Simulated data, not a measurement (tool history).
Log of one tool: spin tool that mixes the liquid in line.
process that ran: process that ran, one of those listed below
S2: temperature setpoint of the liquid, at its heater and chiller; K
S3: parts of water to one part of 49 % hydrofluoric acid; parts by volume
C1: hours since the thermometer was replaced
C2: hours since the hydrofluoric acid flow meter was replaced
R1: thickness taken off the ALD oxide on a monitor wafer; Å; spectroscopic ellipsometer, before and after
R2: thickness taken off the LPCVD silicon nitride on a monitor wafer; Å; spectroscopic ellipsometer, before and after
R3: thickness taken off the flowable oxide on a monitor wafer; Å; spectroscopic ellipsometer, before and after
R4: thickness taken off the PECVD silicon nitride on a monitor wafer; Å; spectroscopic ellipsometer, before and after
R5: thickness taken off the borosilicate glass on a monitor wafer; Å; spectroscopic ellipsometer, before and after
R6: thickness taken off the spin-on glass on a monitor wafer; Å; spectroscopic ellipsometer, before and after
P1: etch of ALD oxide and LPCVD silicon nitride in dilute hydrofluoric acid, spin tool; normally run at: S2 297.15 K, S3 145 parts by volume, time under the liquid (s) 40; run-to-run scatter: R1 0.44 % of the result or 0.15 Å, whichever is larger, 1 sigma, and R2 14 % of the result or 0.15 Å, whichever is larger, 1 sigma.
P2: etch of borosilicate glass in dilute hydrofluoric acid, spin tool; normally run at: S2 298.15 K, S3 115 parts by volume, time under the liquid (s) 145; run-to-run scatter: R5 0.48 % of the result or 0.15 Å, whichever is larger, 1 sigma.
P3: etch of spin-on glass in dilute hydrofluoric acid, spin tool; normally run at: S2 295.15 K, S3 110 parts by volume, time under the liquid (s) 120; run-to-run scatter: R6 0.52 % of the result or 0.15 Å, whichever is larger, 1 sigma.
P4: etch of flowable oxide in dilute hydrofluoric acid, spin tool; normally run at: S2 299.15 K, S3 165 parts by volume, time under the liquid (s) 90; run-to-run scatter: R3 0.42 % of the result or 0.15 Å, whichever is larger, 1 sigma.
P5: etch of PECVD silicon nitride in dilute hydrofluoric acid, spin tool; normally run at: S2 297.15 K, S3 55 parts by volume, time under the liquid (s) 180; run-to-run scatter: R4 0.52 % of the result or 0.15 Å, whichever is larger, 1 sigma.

run 1 hour=16.1 | process_that_ran=P1 S2=297.15 S3=145 time_under_the_liquid_(s)=40 | C1=321.2 C2=358.2 | R1=71.950 R2=1.5886
run 2 hour=34.2 | process_that_ran=P4 S2=299.15 S3=165 time_under_the_liquid_(s)=15 | C1=339.3 C2=376.3 | R3=27.847
run 3 hour=43.2 | process_that_ran=P5 S2=291.65 S3=55 time_under_the_liquid_(s)=180 | C1=348.3 C2=385.3 | R4=92.841
run 4 hour=59.8 | process_that_ran=P1 S2=297.15 S3=145 time_under_the_liquid_(s)=80 | C1=364.9 C2=401.9 | R1=143.950 R2=4.5405
run 5 hour=76.5 | process_that_ran=P2 S2=298.15 S3=115 time_under_the_liquid_(s)=50 | C1=381.6 C2=418.6 | R5=168.54
run 6 hour=89.3 | process_that_ran=P3 S2=295.15 S3=20 time_under_the_liquid_(s)=120 | C1=394.4 C2=431.4 | R6=2361.70
run 7 hour=97.6 | process_that_ran=P1 S2=297.15 S3=145 time_under_the_liquid_(s)=40 | C1=402.7 C2=439.7 | R1=71.351 R2=1.3344
run 8 hour=109.8 | process_that_ran=P1 S2=297.15 S3=215 time_under_the_liquid_(s)=40 | C1=414.9 C2=451.9 | R1=44.820 R2=1.0994
run 9 hour=120.2 | process_that_ran=P2 S2=298.15 S3=115 time_under_the_liquid_(s)=145 | C1=425.3 C2=462.3 | R5=487.46
run 10 hour=128.8 | process_that_ran=P1 S2=290.15 S3=145 time_under_the_liquid_(s)=40 | C1=433.9 C2=470.9 | R1=54.173 R2=1.0194
run 11 hour=140.3 | process_that_ran=P4 S2=299.15 S3=290 time_under_the_liquid_(s)=90 | C1=445.4 C2=482.4 | R3=82.537
run 12 hour=154.0 | process_that_ran=P2 S2=293.15 S3=115 time_under_the_liquid_(s)=145 | C1=459.1 C2=496.1 | R5=399.76
run 13 hour=168.1 | process_that_ran=P2 S2=298.15 S3=25 time_under_the_liquid_(s)=145 | C1=473.2 C2=510.2 | R5=2532.10
run 14 hour=183.7 | process_that_ran=P2 S2=298.15 S3=115 time_under_the_liquid_(s)=145 | C1=488.8 C2=525.8 | R5=486.37
run 15 hour=198.2 | process_that_ran=P1 S2=297.15 S3=95 time_under_the_liquid_(s)=40 | C1=503.3 C2=540.3 | R1=115.960 R2=2.4409
-- hour=203.2 thermometer replaced
run 16 hour=207.6 | process_that_ran=P4 S2=299.15 S3=165 time_under_the_liquid_(s)=90 | C1=4.4 C2=549.7 | R3=166.300
run 17 hour=218.2 | process_that_ran=P1 S2=305.15 S3=145 time_under_the_liquid_(s)=40 | C1=15.0 C2=560.3 | R1=96.420 R2=2.4496
run 18 hour=231.0 | process_that_ran=P5 S2=297.15 S3=55 time_under_the_liquid_(s)=180 | C1=27.8 C2=573.1 | R4=133.890
run 19 hour=241.1 | process_that_ran=P1 S2=297.15 S3=145 time_under_the_liquid_(s)=15 | C1=37.9 C2=583.2 | R1=26.832 R2=0.6738
run 20 hour=249.5 | process_that_ran=P1 S2=297.15 S3=145 time_under_the_liquid_(s)=40 | C1=46.3 C2=591.6 | R1=71.182 R2=1.5489
run 21 hour=265.0 | process_that_ran=P3 S2=295.15 S3=110 time_under_the_liquid_(s)=175 | C1=61.8 C2=607.1 | R6=562.07
run 22 hour=281.2 | process_that_ran=P5 S2=297.15 S3=55 time_under_the_liquid_(s)=80 | C1=78.0 C2=623.3 | R4=59.374
run 23 hour=291.3 | process_that_ran=P3 S2=295.15 S3=110 time_under_the_liquid_(s)=120 | C1=88.1 C2=633.4 | R6=387.17
run 24 hour=305.6 | process_that_ran=P1 S2=297.15 S3=145 time_under_the_liquid_(s)=40 | C1=102.4 C2=647.7 | R1=72.397 R2=1.8748
run 25 hour=324.0 | process_that_ran=P4 S2=294.65 S3=165 time_under_the_liquid_(s)=90 | C1=120.8 C2=666.1 | R3=139.310
run 26 hour=341.1 | process_that_ran=P1 S2=297.15 S3=100 time_under_the_liquid_(s)=20 | C1=137.9 C2=683.2 | R1=55.154 R2=1.0389
run 27 hour=355.7 | process_that_ran=P5 S2=297.15 S3=95 time_under_the_liquid_(s)=180 | C1=152.5 C2=697.8 | R4=78.415
run 28 hour=365.4 | process_that_ran=P3 S2=299.15 S3=110 time_under_the_liquid_(s)=120 | C1=162.2 C2=707.5 | R6=448.10
run 29 hour=377.6 | process_that_ran=P1 S2=297.15 S3=145 time_under_the_liquid_(s)=40 | C1=174.4 C2=719.7 | R1=71.801 R2=1.6032
run 30 hour=394.6 | process_that_ran=P1 S2=297.15 S3=145 time_under_the_liquid_(s)=40 | C1=191.4 C2=736.7 | R1=71.425 R2=1.7484
run 31 hour=403.7 | process_that_ran=P1 S2=297.15 S3=145 time_under_the_liquid_(s)=40 | C1=200.5 C2=745.8 | R1=70.377 R2=1.6619
run 32 hour=420.1 | process_that_ran=P1 S2=297.15 S3=145 time_under_the_liquid_(s)=40 | C1=216.9 C2=762.2 | R1=68.617 R2=2.1288
run 33 hour=435.3 | process_that_ran=P1 S2=297.15 S3=145 time_under_the_liquid_(s)=40 | C1=232.1 C2=777.4 | R1=67.479 R2=1.6173
run 34 hour=451.0 | process_that_ran=P1 S2=297.15 S3=145 time_under_the_liquid_(s)=40 | C1=247.8 C2=793.1 | R1=67.275 R2=1.4254
run 35 hour=460.6 | process_that_ran=P1 S2=297.15 S3=145 time_under_the_liquid_(s)=40 | C1=257.4 C2=802.7 | R1=67.224 R2=1.5932
run 36 hour=471.1 | process_that_ran=P1 S2=297.15 S3=145 time_under_the_liquid_(s)=40 | C1=267.9 C2=813.2 | R1=67.261 R2=1.4185
run 37 hour=485.5 | process_that_ran=P1 S2=297.15 S3=145 time_under_the_liquid_(s)=40 | C1=282.3 C2=827.6 | R1=66.443 R2=1.7271
run 38 hour=501.8 | process_that_ran=P1 S2=297.15 S3=145 time_under_the_liquid_(s)=40 | C1=298.6 C2=843.9 | R1=66.521 R2=1.6497

What P1 gives has crept away from where it was. These 2 causes fit the log equally well, each at the size given:
A: hydrofluoric acid flow below the setpoint (%) = 6.42
B: liquid colder than its thermometer reads (K) = 2.01
The creep began at about hour 394.6.

4 check runs are offered, one wafer each, their results left as question marks. Which one tells the causes apart?
run check 1 hour=518.1 | process_that_ran=P4 S2=299.15 S3=165 time_under_the_liquid_(s)=90 | R3=?
run check 2 hour=518.1 | process_that_ran=P5 S2=297.15 S3=55 time_under_the_liquid_(s)=180 | R4=?
run check 3 hour=518.1 | process_that_ran=P2 S2=298.15 S3=115 time_under_the_liquid_(s)=145 | R5=?
run check 4 hour=518.1 | process_that_ran=P3 S2=295.15 S3=110 time_under_the_liquid_(s)=120 | R6=?

What each check would give under each cause:
check=check_1 result=R3 if_A=153.790 if_B=154.450
check=check_2 result=R4 if_A=125.930 if_B=117.280
check=check_3 result=R5 if_A=451.11 if_B=449.86
check=check_4 result=R6 if_A=356.61 if_B=354.39
How far apart the two closest causes lie, in the result that separates them most: check 1 0.43 %; check 2 7.12 %; check 3 0.28 %; check 4 0.62 %
Check 2 tells the causes apart: in the others they would give nearly the same result.

Then check 2 was run and gave: R4 126.190 Å. Which cause is it?

It is A: hydrofluoric acid flow below the setpoint (%).
